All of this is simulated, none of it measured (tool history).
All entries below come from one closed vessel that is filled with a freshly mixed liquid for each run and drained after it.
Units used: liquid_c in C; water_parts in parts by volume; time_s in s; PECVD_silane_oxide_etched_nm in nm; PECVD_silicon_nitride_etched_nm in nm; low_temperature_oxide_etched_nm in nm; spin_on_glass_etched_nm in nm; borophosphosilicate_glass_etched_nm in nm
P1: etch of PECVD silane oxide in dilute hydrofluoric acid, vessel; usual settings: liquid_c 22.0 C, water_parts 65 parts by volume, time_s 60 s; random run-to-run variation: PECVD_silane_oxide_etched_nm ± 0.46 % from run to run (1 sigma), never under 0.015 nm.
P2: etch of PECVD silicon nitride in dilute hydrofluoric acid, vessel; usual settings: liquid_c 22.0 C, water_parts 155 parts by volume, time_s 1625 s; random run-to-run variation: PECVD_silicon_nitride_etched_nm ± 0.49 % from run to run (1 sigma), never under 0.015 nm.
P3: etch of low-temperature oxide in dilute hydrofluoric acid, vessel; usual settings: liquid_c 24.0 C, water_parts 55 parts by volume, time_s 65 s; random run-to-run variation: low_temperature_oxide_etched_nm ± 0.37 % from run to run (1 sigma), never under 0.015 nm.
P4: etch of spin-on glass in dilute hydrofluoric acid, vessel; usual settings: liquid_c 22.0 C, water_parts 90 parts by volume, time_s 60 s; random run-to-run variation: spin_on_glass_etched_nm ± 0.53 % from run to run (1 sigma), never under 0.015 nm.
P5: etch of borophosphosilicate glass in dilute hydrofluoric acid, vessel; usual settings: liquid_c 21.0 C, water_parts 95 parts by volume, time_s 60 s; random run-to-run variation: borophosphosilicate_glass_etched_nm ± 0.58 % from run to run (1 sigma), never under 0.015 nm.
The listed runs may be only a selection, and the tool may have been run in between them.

run   hour  process  liquid_c  water_parts  time_s  hours since the thermometer was replaced  hours since the hydrofluoric acid flow meter was replaced  PECVD_silane_oxide_etched_nm  PECVD_silicon_nitride_etched_nm  low_temperature_oxide_etched_nm  spin_on_glass_etched_nm  borophosphosilicate_glass_etched_nm
  1   13.1       P1      22.0           65      60                                    1019.2                                                      501.7                        20.287
  2   24.5       P1      22.0           65      60                                    1030.6                                                      513.1                        20.398
  3   32.6       P1      26.5           65      60                                    1038.7                                                      521.2                        24.550
  4   39.6       P2      22.0          155      65                                    1045.7                                                      528.2                                                        0.61232
  5   52.7       P1      22.0           65      30                                    1058.8                                                      541.3                        10.176
  6   63.6       P3      24.0           55      30                                    1069.7                                                      552.2                                                                                          10.883
  7   73.4       P1      22.0           20      60                                    1079.5                                                      562.0                        70.562
  8   88.0       P1      22.0           65      60                                    1094.1                                                      576.6                        20.437
  9   98.6       P3      24.0           55      65                                    1104.7                                                      587.2                                                                                          23.865
 10  109.1       P1      22.0           65      90                                    1115.2                                                      597.7                        30.719
 11  117.1       P1      22.0           65      60                                    1123.2                                                      605.7                        20.459
 12  128.4       P3      29.0           55      65                                    1134.5                                                      617.0                                                                                          29.103
 13  136.4       P2      22.0           50    1625                                    1142.5                                                      625.0                                                       47.82400
 14  150.0       P4      22.0           90      60                                    1156.1                                                      638.6                                                                                                                   23.933
 15  161.4       P4      22.0           90      60                                    1167.5                                                      650.0                                                                                                                   23.769
 16  173.7       P1      17.0           65      60                                    1179.8                                                      662.3                        16.697
 17  183.3       P4      22.0          145      60                                    1189.4                                                      671.9                                                                                                                   13.857
 18  191.4       P1      22.0           95      60                                    1197.5                                                      680.0                        13.495
 19  201.9       P4      17.0           90      60                                    1208.0                                                      690.5                                                                                                                   19.340
 20  214.3       P2      17.5          155    1625                                    1220.4                                                      702.9                                                       11.54900
 21  228.2       P5      17.0           95      60                                    1234.3                                                      716.8                                                                                                                                                        17.734
 22  235.2       P5      21.0          150      60                                    1241.3                                                      723.8                                                                                                                                                        12.618
 23  242.9       P2      22.0          155    1625                                    1249.0                                                      731.5                                                       15.66300
 24  254.9       P3      24.0           20      65                                    1261.0                                                      743.5                                                                                          68.325

Estimate the outcome of run 25 from the log above:
 25  263.3       P5      21.0           95      60                                    1269.4                                                      751.9                                                                                                                                                             ?

borophosphosilicate_glass_etched_nm: 20.744 nm

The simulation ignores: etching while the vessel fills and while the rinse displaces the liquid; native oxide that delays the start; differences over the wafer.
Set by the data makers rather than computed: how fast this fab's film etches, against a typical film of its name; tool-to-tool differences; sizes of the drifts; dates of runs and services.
